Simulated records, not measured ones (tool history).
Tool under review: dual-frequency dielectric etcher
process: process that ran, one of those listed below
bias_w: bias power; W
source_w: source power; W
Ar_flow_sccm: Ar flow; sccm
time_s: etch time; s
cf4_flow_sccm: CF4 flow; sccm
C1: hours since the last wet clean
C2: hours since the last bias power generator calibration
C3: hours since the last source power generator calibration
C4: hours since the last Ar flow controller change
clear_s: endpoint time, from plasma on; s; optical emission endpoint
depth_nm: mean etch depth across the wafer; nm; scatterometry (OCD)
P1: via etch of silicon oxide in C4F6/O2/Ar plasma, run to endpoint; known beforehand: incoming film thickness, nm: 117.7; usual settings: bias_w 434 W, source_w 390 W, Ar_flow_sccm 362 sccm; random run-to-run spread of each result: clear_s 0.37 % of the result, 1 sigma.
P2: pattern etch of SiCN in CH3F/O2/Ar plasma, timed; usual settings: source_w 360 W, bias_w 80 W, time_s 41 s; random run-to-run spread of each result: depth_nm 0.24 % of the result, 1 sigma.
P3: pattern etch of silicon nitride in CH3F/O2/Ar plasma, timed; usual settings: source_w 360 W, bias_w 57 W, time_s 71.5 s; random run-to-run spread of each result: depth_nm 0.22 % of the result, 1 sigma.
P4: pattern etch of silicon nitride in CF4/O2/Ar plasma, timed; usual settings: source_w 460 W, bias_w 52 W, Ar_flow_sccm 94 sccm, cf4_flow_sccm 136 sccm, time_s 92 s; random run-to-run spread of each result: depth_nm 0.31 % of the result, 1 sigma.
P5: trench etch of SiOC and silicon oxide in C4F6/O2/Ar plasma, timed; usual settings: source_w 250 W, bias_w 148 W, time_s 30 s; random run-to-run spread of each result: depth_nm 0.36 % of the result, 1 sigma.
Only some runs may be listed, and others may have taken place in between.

Run 1, day 0.558: process P1, bias_w 434 W, source_w 390 W, Ar_flow_sccm 362 sccm; C1 112.1; C2 2494.5; C3 2214.9; C4 1219.3. Result: clear_s 27.525 s.
Run 2, day 1.129: process P1, bias_w 534 W, source_w 390 W, Ar_flow_sccm 362 sccm; C1 125.8; C2 2508.2; C3 2228.6; C4 1233. Result: clear_s 25.281 s.
Run 3, day 1.633: process P5, bias_w 148 W, source_w 190 W, time_s 30 s; C1 137.9; C2 2520.3; C3 2240.7; C4 1245.1. Result: depth_nm 40.899 nm.
Run 4, day 2.15: process P1, bias_w 434 W, source_w 390 W, Ar_flow_sccm 362 sccm; C1 150.3; C2 2532.7; C3 2253.1; C4 1257.5. Result: clear_s 27.549 s.
Run 5, day 2.446: process P4, bias_w 52 W, source_w 460 W, Ar_flow_sccm 94 sccm, time_s 92 s, cf4_flow_sccm 136 sccm; C1 157.4; C2 2539.8; C3 2260.2; C4 1264.6. Result: depth_nm 166.04 nm.
Run 6, day 2.792: process P4, bias_w 37 W, source_w 460 W, Ar_flow_sccm 94 sccm, time_s 92 s, cf4_flow_sccm 136 sccm; C1 165.7; C2 2548.1; C3 2268.5; C4 1272.9. Result: depth_nm 149.02 nm.
At day 3.017: Ar flow controller replaced.
Run 7, day 3.388: process P2, bias_w 80 W, source_w 360 W, time_s 41 s; C1 180; C2 2562.4; C3 2282.8; C4 9. Result: depth_nm 15.286 nm.
Run 8, day 3.921: process P3, bias_w 57 W, source_w 240 W, time_s 71.5 s; C1 192.8; C2 2575.2; C3 2295.6; C4 21.8. Result: depth_nm 38.87 nm.
Run 9, day 4.3: process P4, bias_w 52 W, source_w 460 W, Ar_flow_sccm 118 sccm, time_s 92 s, cf4_flow_sccm 136 sccm; C1 201.9; C2 2584.3; C3 2304.7; C4 30.9. Result: depth_nm 163.53 nm.
Run 10, day 4.829: process P1, bias_w 434 W, source_w 390 W, Ar_flow_sccm 432 sccm; C1 214.6; C2 2597; C3 2317.4; C4 43.6. Result: clear_s 28.117 s.
Run 11, day 5.3: process P5, bias_w 186 W, source_w 250 W, time_s 30 s; C1 225.9; C2 2608.3; C3 2328.7; C4 54.9. Result: depth_nm 49.245 nm.
Run 12, day 5.829: process P5, bias_w 148 W, source_w 250 W, time_s 30 s; C1 238.6; C2 2621; C3 2341.4; C4 67.6. Result: depth_nm 45.333 nm.
Run 13, day 6.196: process P1, bias_w 434 W, source_w 560 W, Ar_flow_sccm 362 sccm; C1 247.4; C2 2629.8; C3 2350.2; C4 76.4. Result: clear_s 24.021 s.
Run 14, day 6.625: process P1, bias_w 434 W, source_w 390 W, Ar_flow_sccm 255 sccm; C1 257.7; C2 2640.1; C3 2360.5; C4 86.7. Result: clear_s 26.397 s.
Run 15, day 6.967: process P1, bias_w 544 W, source_w 290 W, Ar_flow_sccm 362 sccm; C1 265.9; C2 2648.3; C3 2368.7; C4 94.9. Result: clear_s 27.99 s.
Run 16, day 7.492: process P1, bias_w 434 W, source_w 390 W, Ar_flow_sccm 362 sccm; C1 278.5; C2 2660.9; C3 2381.3; C4 107.5. Result: clear_s 27.585 s.
Run 17, day 8.1: process P2, bias_w 80 W, source_w 360 W, time_s 25.5 s; C1 293.1; C2 2675.5; C3 2395.9; C4 122.1. Result: depth_nm 9.4829 nm.
Run 18, day 8.379: process P5, bias_w 148 W, source_w 250 W, time_s 30 s; C1 299.8; C2 2682.2; C3 2402.6; C4 128.8. Result: depth_nm 45.631 nm.
Run 19, day 8.7: process P1, bias_w 434 W, source_w 240 W, Ar_flow_sccm 290 sccm; C1 307.5; C2 2689.9; C3 2410.3; C4 136.5. Result: clear_s 32.019 s.
Run 20, day 9.108: process P3, bias_w 57 W, source_w 360 W, time_s 53.5 s; C1 317.3; C2 2699.7; C3 2420.1; C4 146.3. Result: depth_nm 34.072 nm.
Run 21, day 9.546: process P2, bias_w 80 W, source_w 360 W, time_s 41 s; C1 327.8; C2 2710.2; C3 2430.6; C4 156.8. Result: depth_nm 15.234 nm.
Run 22, day 10.133: process P2, bias_w 80 W, source_w 250 W, time_s 41 s; C1 341.9; C2 2724.3; C3 2444.7; C4 170.9. Result: depth_nm 13.261 nm.
Run 23, day 10.683: process P4, bias_w 52 W, source_w 460 W, Ar_flow_sccm 94 sccm, time_s 92 s, cf4_flow_sccm 136 sccm; C1 355.1; C2 2737.5; C3 2457.9; C4 184.1. Result: depth_nm 167.75 nm.
Run 24, day 11.217: process P1, bias_w 434 W, source_w 300 W, Ar_flow_sccm 362 sccm; C1 367.9; C2 2750.3; C3 2470.7; C4 196.9. Result: clear_s 30.32 s.
Run 25, day 11.717: process P4, bias_w 52 W, source_w 590 W, Ar_flow_sccm 94 sccm, time_s 92 s, cf4_flow_sccm 136 sccm; C1 379.9; C2 2762.3; C3 2482.7; C4 208.9. Result: depth_nm 207.63 nm.
At day 11.888: source power generator calibrated.
Run 26, day 12.242: process P5, bias_w 148 W, source_w 250 W, time_s 19.5 s; C1 392.5; C2 2774.9; C3 8.6; C4 221.5. Result: depth_nm 29.55 nm.
Run 27, day 12.558: process P3, bias_w 57 W, source_w 360 W, time_s 71.5 s; C1 400.1; C2 2782.5; C3 16.2; C4 229.1. Result: depth_nm 45.503 nm.
Run 28, day 12.883: process P2, bias_w 49 W, source_w 360 W, time_s 41 s; C1 407.9; C2 2790.3; C3 24; C4 236.9. Result: depth_nm 12.86 nm.
Run 29, day 13.288: process P1, bias_w 434 W, source_w 390 W, Ar_flow_sccm 362 sccm; C1 417.6; C2 2800; C3 33.7; C4 246.6. Result: clear_s 27.521 s.
Run 30, day 13.729: process P1, bias_w 315 W, source_w 390 W, Ar_flow_sccm 362 sccm; C1 428.2; C2 2810.6; C3 44.3; C4 257.2. Result: clear_s 30.87 s.
Run 31, day 14.125: process P4, bias_w 52 W, source_w 460 W, Ar_flow_sccm 94 sccm, time_s 124.5 s, cf4_flow_sccm 136 sccm; C1 437.7; C2 2820.1; C3 53.8; C4 266.7. Result: depth_nm 226.07 nm.
Run 32, day 14.696: process P4, bias_w 52 W, source_w 460 W, Ar_flow_sccm 94 sccm, time_s 92 s, cf4_flow_sccm 89 sccm; C1 451.4; C2 2833.8; C3 67.5; C4 280.4. Result: depth_nm 159.1 nm.
Run 33, day 15.304: process P3, bias_w 79 W, source_w 360 W, time_s 71.5 s; C1 466; C2 2848.4; C3 82.1; C4 295. Result: depth_nm 50.656 nm.
Run 34, day 15.95: process P1, bias_w 434 W, source_w 390 W, Ar_flow_sccm 362 sccm; C1 481.5; C2 2863.9; C3 97.6; C4 310.5. Result: clear_s 27.5 s.
Run 35, day 16.404: process P1, bias_w 434 W, source_w 390 W, Ar_flow_sccm 362 sccm; C1 492.4; C2 2874.8; C3 108.5; C4 321.4. Result: clear_s 27.833 s.
Run 36, day 16.775: process P1, bias_w 434 W, source_w 390 W, Ar_flow_sccm 362 sccm; C1 501.3; C2 2883.7; C3 117.4; C4 330.3. Result: clear_s 27.921 s.
Run 37, day 17.204: process P1, bias_w 434 W, source_w 390 W, Ar_flow_sccm 362 sccm; C1 511.6; C2 2894; C3 127.7; C4 340.6. Result: clear_s 27.917 s.
Run 38, day 17.688: process P1, bias_w 434 W, source_w 390 W, Ar_flow_sccm 362 sccm; C1 523.2; C2 2905.6; C3 139.3; C4 352.2. Result: clear_s 27.89 s.
Run 39, day 18.033: process P1, bias_w 434 W, source_w 390 W, Ar_flow_sccm 362 sccm; C1 531.5; C2 2913.9; C3 147.6; C4 360.5. Result: clear_s 28.092 s.
At day 18.1: wet clean of the chamber.
Run 40, day 18.479: process P1, bias_w 434 W, source_w 390 W, Ar_flow_sccm 362 sccm; C1 9.1; C2 2924.6; C3 158.3; C4 371.2. Result: clear_s 28.012 s.
Run 41, day 18.896: process P1, bias_w 434 W, source_w 390 W, Ar_flow_sccm 362 sccm; C1 19.1; C2 2934.6; C3 168.3; C4 381.2. Result: clear_s 27.992 s.
Run 42, day 19.304: process P1, bias_w 434 W, source_w 390 W, Ar_flow_sccm 362 sccm; C1 28.9; C2 2944.4; C3 178.1; C4 391. Result: clear_s 28.021 s.
Run 43, day 19.779: process P1, bias_w 434 W, source_w 390 W, Ar_flow_sccm 362 sccm; C1 40.3; C2 2955.8; C3 189.5; C4 402.4. Result: clear_s 28.147 s.
Run 44, day 20.167: process P1, bias_w 434 W, source_w 390 W, Ar_flow_sccm 362 sccm; C1 49.6; C2 2965.1; C3 198.8; C4 411.7. Result: clear_s 28.185 s.

What P1 gives has crept away from where it was. These 2 causes fit the log equally well, each at the size given:
A: bias power that arrives under what is set, % = 4.97
B: source power that arrives under what is set, % = 4.9
The creep began at about day 15.95.
All other causes, with the reason each is excluded:
chamber walls in a state that lowers the etch rate, %: serviced at day 18.1, which brought nothing back
Ar flow that arrives over what is set, %: 8 at the very most, moving clear_s by +0.9 %, which is either too weak or the wrong sign

The check runs listed below each take one wafer, and their results are still question marks. Under which run would the listed causes lead to clearly different results?
Run check 1, day 20.554: process P4, bias_w 52 W, source_w 460 W, Ar_flow_sccm 94 sccm, time_s 92 s, cf4_flow_sccm 136 sccm. Result: depth_nm ?.
Run check 2, day 20.554: process P2, bias_w 80 W, source_w 360 W, time_s 41 s. Result: depth_nm ?.
Run check 3, day 20.554: process P5, bias_w 148 W, source_w 250 W, time_s 30 s. Result: depth_nm ?.
Run check 4, day 20.554: process P3, bias_w 57 W, source_w 360 W, time_s 71.5 s. Result: depth_nm ?.

Check results expected under each cause:
  check    result    if A    if B
check 1  depth_nm  164.07  159.94
check 2  depth_nm  14.953  14.949
check 3  depth_nm  44.941  44.777
check 4  depth_nm  44.639  44.517
Minimum pairwise separation of causes per check, each pair taken at its best-separating result: check 1 2.55 %; check 2 0.02 %; check 3 0.36 %; check 4 0.27 %
Only check 1 tells the causes apart: in the others they would give nearly the same result.

Check 1 has now been run. It gave: depth_nm 164.57 nm. Which of the candidate causes is it?

A is the cause: bias power that arrives under what is set, %.
